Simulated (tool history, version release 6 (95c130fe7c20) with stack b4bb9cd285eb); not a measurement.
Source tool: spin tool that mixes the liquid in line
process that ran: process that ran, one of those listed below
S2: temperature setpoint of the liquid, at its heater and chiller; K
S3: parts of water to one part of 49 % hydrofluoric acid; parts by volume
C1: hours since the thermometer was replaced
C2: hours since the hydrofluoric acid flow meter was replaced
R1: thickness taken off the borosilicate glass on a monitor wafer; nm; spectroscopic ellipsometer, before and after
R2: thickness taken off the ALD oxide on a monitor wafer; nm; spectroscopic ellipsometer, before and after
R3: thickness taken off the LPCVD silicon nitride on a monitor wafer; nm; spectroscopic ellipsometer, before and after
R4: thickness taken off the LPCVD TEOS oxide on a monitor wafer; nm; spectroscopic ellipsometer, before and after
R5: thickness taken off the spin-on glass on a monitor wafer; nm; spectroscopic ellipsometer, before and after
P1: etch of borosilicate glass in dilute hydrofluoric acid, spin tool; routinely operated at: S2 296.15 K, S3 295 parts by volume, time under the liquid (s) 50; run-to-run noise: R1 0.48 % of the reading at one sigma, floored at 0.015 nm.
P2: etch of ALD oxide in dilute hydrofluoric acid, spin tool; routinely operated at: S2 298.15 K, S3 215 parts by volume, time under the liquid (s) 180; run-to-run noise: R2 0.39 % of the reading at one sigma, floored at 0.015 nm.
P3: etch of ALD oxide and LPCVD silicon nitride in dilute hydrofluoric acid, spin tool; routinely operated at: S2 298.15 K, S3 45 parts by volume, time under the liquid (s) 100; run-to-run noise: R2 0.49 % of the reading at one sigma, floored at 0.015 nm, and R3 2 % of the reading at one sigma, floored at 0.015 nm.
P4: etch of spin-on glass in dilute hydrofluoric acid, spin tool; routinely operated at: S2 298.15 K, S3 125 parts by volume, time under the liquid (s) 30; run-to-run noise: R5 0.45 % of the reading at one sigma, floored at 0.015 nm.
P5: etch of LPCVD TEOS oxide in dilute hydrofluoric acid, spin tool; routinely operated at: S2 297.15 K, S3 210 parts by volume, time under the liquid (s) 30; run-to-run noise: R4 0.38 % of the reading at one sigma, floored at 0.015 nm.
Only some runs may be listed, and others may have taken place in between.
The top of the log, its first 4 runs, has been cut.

{"run": 5, "hour": 38.6, "process that ran": "P5", "S2": 297.15, "S3": 380, "time under the liquid (s)": 30, "C1": 1336.5, "C2": 744.7, "R4": 3.4717}
{"run": 6, "hour": 47.9, "process that ran": "P2", "S2": 298.15, "S3": 215, "time under the liquid (s)": 180, "C1": 1345.8, "C2": 754.0, "R2": 13.415}
{"run": 7, "hour": 55.3, "process that ran": "P4", "S2": 298.15, "S3": 220, "time under the liquid (s)": 30, "C1": 1353.2, "C2": 761.4, "R5": 3.3449}
{"run": 8, "hour": 60.8, "process that ran": "P4", "S2": 305.15, "S3": 125, "time under the liquid (s)": 30, "C1": 1358.7, "C2": 766.9, "R5": 8.5192}
{"run": 9, "hour": 67.6, "process that ran": "P1", "S2": 290.15, "S3": 295, "time under the liquid (s)": 50, "C1": 1365.5, "C2": 773.7, "R1": 5.4067}
{"run": 10, "hour": 74.0, "process that ran": "P1", "S2": 296.15, "S3": 295, "time under the liquid (s)": 50, "C1": 1371.9, "C2": 780.1, "R1": 6.7985}
{"run": 11, "hour": 79.1, "process that ran": "P1", "S2": 296.15, "S3": 295, "time under the liquid (s)": 80, "C1": 1377.0, "C2": 785.2, "R1": 10.871}
{"run": 12, "hour": 85.4, "process that ran": "P4", "S2": 298.15, "S3": 125, "time under the liquid (s)": 15, "C1": 1383.3, "C2": 791.5, "R5": 3.27}
{"run": 13, "hour": 92.2, "process that ran": "P3", "S2": 290.65, "S3": 45, "time under the liquid (s)": 100, "C1": 1390.1, "C2": 798.3, "R2": 25.112, "R3": 0.63818}
{"run": 14, "hour": 98.9, "process that ran": "P3", "S2": 298.15, "S3": 30, "time under the liquid (s)": 100, "C1": 1396.8, "C2": 805.0, "R2": 53.056, "R3": 1.4239}
{"run": 15, "hour": 108.9, "process that ran": "P5", "S2": 297.15, "S3": 210, "time under the liquid (s)": 30, "C1": 1406.8, "C2": 815.0, "R4": 7.3743}
{"run": 16, "hour": 115.6, "process that ran": "P1", "S2": 302.15, "S3": 490, "time under the liquid (s)": 50, "C1": 1413.5, "C2": 821.7, "R1": 4.0837}
{"run": 17, "hour": 123.6, "process that ran": "P2", "S2": 306.15, "S3": 215, "time under the liquid (s)": 180, "C1": 1421.5, "C2": 829.7, "R2": 17.67}
{"run": 18, "hour": 128.4, "process that ran": "P5", "S2": 297.15, "S3": 210, "time under the liquid (s)": 30, "C1": 1426.3, "C2": 834.5, "R4": 7.3562}
{"run": 19, "hour": 138.0, "process that ran": "P1", "S2": 296.15, "S3": 295, "time under the liquid (s)": 25, "C1": 1435.9, "C2": 844.1, "R1": 3.4016}
{"run": 20, "hour": 144.9, "process that ran": "P2", "S2": 298.15, "S3": 215, "time under the liquid (s)": 180, "C1": 1442.8, "C2": 851.0, "R2": 13.361}
{"run": 21, "hour": 153.9, "process that ran": "P5", "S2": 297.15, "S3": 210, "time under the liquid (s)": 15, "C1": 1451.8, "C2": 860.0, "R4": 3.6778}
{"run": 22, "hour": 162.4, "process that ran": "P5", "S2": 290.15, "S3": 210, "time under the liquid (s)": 30, "C1": 1460.3, "C2": 868.5, "R4": 5.6304}

The next listed run, before its measurement:
{"run": 23, "hour": 171.0, "process that ran": "P2", "S2": 298.15, "S3": 110, "time under the liquid (s)": 180, "C1": 1468.9, "C2": 877.1, "R2": "?"}

{"run 23": {"R2": 29.576}}

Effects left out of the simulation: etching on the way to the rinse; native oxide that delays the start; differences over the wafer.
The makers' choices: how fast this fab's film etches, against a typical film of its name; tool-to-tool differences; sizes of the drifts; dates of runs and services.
